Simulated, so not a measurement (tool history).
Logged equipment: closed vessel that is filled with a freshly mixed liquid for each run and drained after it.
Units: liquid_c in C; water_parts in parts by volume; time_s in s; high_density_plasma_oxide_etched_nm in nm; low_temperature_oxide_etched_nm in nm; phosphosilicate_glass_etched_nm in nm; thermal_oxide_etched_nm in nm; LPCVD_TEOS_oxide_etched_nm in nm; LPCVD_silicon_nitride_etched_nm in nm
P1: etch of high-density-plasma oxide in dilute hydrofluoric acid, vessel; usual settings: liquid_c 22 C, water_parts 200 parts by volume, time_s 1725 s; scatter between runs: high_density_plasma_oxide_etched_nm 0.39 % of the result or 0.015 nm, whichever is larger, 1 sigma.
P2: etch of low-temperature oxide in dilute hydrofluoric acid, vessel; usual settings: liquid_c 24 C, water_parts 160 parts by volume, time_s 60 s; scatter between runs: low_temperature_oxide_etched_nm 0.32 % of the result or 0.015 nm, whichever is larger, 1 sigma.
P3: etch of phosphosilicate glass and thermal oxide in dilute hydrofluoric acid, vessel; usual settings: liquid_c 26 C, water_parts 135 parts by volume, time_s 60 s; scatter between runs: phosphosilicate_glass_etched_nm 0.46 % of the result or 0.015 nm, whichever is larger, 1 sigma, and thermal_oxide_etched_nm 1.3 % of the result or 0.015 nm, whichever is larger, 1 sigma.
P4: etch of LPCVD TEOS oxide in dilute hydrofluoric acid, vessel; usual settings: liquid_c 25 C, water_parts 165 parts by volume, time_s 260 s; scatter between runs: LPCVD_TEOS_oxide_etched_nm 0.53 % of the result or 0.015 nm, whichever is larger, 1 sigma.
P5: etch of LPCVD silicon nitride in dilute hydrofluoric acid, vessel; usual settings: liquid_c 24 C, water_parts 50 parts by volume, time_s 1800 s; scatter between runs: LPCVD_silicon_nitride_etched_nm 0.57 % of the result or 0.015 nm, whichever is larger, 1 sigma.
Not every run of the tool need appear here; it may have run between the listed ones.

run     day  process  liquid_c  water_parts  time_s  high_density_plasma_oxide_etched_nm  low_temperature_oxide_etched_nm  phosphosilicate_glass_etched_nm  thermal_oxide_etched_nm  LPCVD_TEOS_oxide_etched_nm  LPCVD_silicon_nitride_etched_nm
  1   0.388       P1        22          200    1725                               38.061
  2   0.725       P2        24          160      60                                                                7.5666
  3   1.279       P3        26           75      60                                                                                                 82.299                   4.0799
  4   1.679       P1        29          200    1725                               49.368
  5   2.262       P2        24          225      60                                                                5.0221
  6   2.621       P4        25          165      35                                                                                                                                                      5.7807
  7   3.038       P4        25          165     260                                                                                                                                                      43.007
  8   3.396       P5        24           50    1800                                                                                                                                                                                       19.249
  9   3.692       P5        24           50    3030                                                                                                                                                                                       32.213
 10   4.062       P1        22          200     885                               19.553
 11   4.458       P1        22          200    1725                               38.172
 12   5.025       P1        22          305    1725                               22.485
 13   5.412       P5        24           20    1800                                                                                                                                                                                       46.691
 14   5.721       P4        25          255     260                                                                                                                                                      25.091
 15   6.129       P2        24          160     105                                                                13.205
 16   6.417       P2        24          160      60                                                                7.5871
 17   7.021       P3      22.5          135      60                                                                                                 36.957                   1.7727
 18   7.333       P1        22          200    3240                               71.853
 19   7.717       P1        22          200    1725                               38.218
 20   8.196       P1      28.5          200    2440                               68.459
 21   8.717       P1        22          200    1725                               37.758
 22   9.346       P4        19          165     260                                                                                                                                                      33.728
 23   9.871       P1        17          200    1725                               31.312
 24  10.258       P1        22          200    1725                               38.112
 25  10.596       P5        30           50    1800                                                                                                                                                                                       28.506
 26  11.204       P1        22          110    1725                                76.49
 27  11.596       P3        26          135      30                                                                                                 21.316                   1.0185
 28  12.054       P1        22          200    1725                               38.078
 29  12.496       P5        24           50    1800                                                                                                                                                                                       19.223
 30  13.038       P3        26          135      60                                                                                                 42.585                   2.0196
 31  13.571       P4        25          165     260                                                                                                                                                      42.661
 32  13.904       P2      28.5          160      60                                                                9.0253
 33  14.267       P1        22          200    1725                               38.209
 34  14.762       P1        22          200    1725                               39.205
 35  15.104       P1        22          200    1725                               39.606
 36  15.588       P1        22          200    1725                               40.812
 37   16.15       P1        22          200    1725                                40.55
 38  16.704       P1        22          200    1725                               41.149
 39  17.296       P1        22          200    1725                               41.062
 40  17.829       P1        22          200    1725                               41.354

Predict the results of run 41:
 41  18.233       P1        22          200    1725                                    ?

Run 41 gave high_density_plasma_oxide_etched_nm 41.818 nm.
